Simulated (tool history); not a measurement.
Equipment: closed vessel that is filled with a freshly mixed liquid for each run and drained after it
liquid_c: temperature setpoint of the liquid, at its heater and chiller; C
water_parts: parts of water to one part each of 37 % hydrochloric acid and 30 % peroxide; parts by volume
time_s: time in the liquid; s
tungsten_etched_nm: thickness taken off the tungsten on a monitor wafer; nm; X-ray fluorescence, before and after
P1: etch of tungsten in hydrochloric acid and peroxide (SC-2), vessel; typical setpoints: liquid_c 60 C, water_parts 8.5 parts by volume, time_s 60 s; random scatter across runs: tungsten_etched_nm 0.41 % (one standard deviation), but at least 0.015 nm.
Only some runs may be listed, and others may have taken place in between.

| run | hour | liquid_c | water_parts | time_s | hours since the thermometer was replaced | hours since the chemicals flow meter was replaced | hours since the drum of peroxide was connected | tungsten_etched_nm |
|---|---|---|---|---|---|---|---|---|
| 1 | 5.2 | 60 | 8.5 | 60 | 798.3 | 260.5 | 273.7 | 25.213 |
| 2 | 8.2 | 45 | 8.5 | 60 | 801.3 | 263.5 | 276.7 | 9.3658 |
| 3 | 14.6 | 60 | 8.5 | 110 | 807.7 | 269.9 | 283.1 | 46.105 |
| 4 | 19.7 | 60 | 13 | 60 | 812.8 | 275 | 288.2 | 17.588 |
| 5 | 23.7 | 60 | 13.5 | 100 | 816.8 | 279 | 292.2 | 28.303 |
| 6 | 28.7 | 60 | 4 | 60 | 821.8 | 284 | 297.2 | 43.831 |
| 7 | 35.1 | 72 | 8.5 | 60 | 828.2 | 290.4 | 303.6 | 52.134 |
| 8 | 40.7 | 60 | 8.5 | 60 | 833.8 | 296 | 309.2 | 25.314 |
| 9 | 44.8 | 50 | 4 | 60 | 837.9 | 300.1 | 313.3 | 23.045 |
| 10 | 49.7 | 60 | 8.5 | 60 | 842.8 | 305 | 318.2 | 25.095 |
| 11 | 55.4 | 60 | 8.5 | 30 | 848.5 | 310.7 | 323.9 | 12.594 |
| 12 | 60.3 | 60 | 8.5 | 60 | 853.4 | 315.6 | 328.8 | 25.194 |
| 13 | 67.1 | 60 | 8.5 | 60 | 860.2 | 322.4 | 335.6 | 25.103 |
| 14 | 71 | 60 | 8.5 | 60 | 864.1 | 326.3 | 339.5 | 25.909 |
| 15 | 75.3 | 60 | 8.5 | 60 | 868.4 | 330.6 | 343.8 | 26.212 |
| 16 | 78.5 | 60 | 8.5 | 60 | 871.6 | 333.8 | 347 | 26.613 |
| 17 | 82.7 | 60 | 8.5 | 60 | 875.8 | 338 | 351.2 | 26.978 |
| 18 | 87.8 | 60 | 8.5 | 60 | 880.9 | 343.1 | 356.3 | 26.997 |
| 19 | 92.6 | 60 | 8.5 | 60 | 885.7 | 347.9 | 361.1 | 27.191 |
| 20 | 96.9 | 60 | 8.5 | 60 | 890 | 352.2 | 365.4 | 27.342 |
| 21 | 100.5 | 60 | 8.5 | 60 | 893.6 | 355.8 | 369 | 27.213 |
| 22 | 103.6 | 60 | 8.5 | 60 | 896.7 | 358.9 | 372.1 | 27.378 |
| 23 | 109.2 | 60 | 8.5 | 60 | 902.3 | 364.5 | 377.7 | 27.322 |
| 24 | 115.7 | 60 | 8.5 | 60 | 908.8 | 371 | 384.2 | 27.42 |

What P1 gives has crept off from where it sat before. The 2 causes that follow fit the log equally well, each at the size noted:
A: liquid hotter than its thermometer reads (K) = 1.4
B: chemicals flow above the setpoint (%) = 11.5
At approximately hour 67.1, the process output began to creep.
All other causes, with the reason each is excluded:
peroxide weaker than its label (%): at most 8, giving a -7.3 % change in tungsten_etched_nm: too small, or against the direction of the creep

4 check runs are offered, each on 2 wafers whose results are averaged, their results left as question marks. Which one tells the causes apart?
| check 1 | 122.2 | 47.5 | 4 | 60 |  |  |  | ? |
| check 2 | 122.2 | 71.5 | 8.5 | 60 |  |  |  | ? |
| check 3 | 122.2 | 66.5 | 8.5 | 60 |  |  |  | ? |
| check 4 | 122.2 | 47.5 | 11 | 60 |  |  |  | ? |

Expected result of each check under each candidate cause:
| check | result | if A | if B |
|---|---|---|---|
| check 1 | tungsten_etched_nm | 21.421 | 20.932 |
| check 2 | tungsten_etched_nm | 54.827 | 55.129 |
| check 3 | tungsten_etched_nm | 40.821 | 40.947 |
| check 4 | tungsten_etched_nm | 9.8866 | 9.8566 |
Minimum pairwise separation of causes per check, each pair taken at its best-separating result: check 1 2.31 %; check 2 0.55 %; check 3 0.31 %; check 4 0.3 %
Check 1 distinguishes between the causes, while the remaining checks would return nearly the same result for all of them.

Then check 1 was run and gave: tungsten_etched_nm 20.894 nm. Which cause is it?

B is the cause: chemicals flow above the setpoint (%).
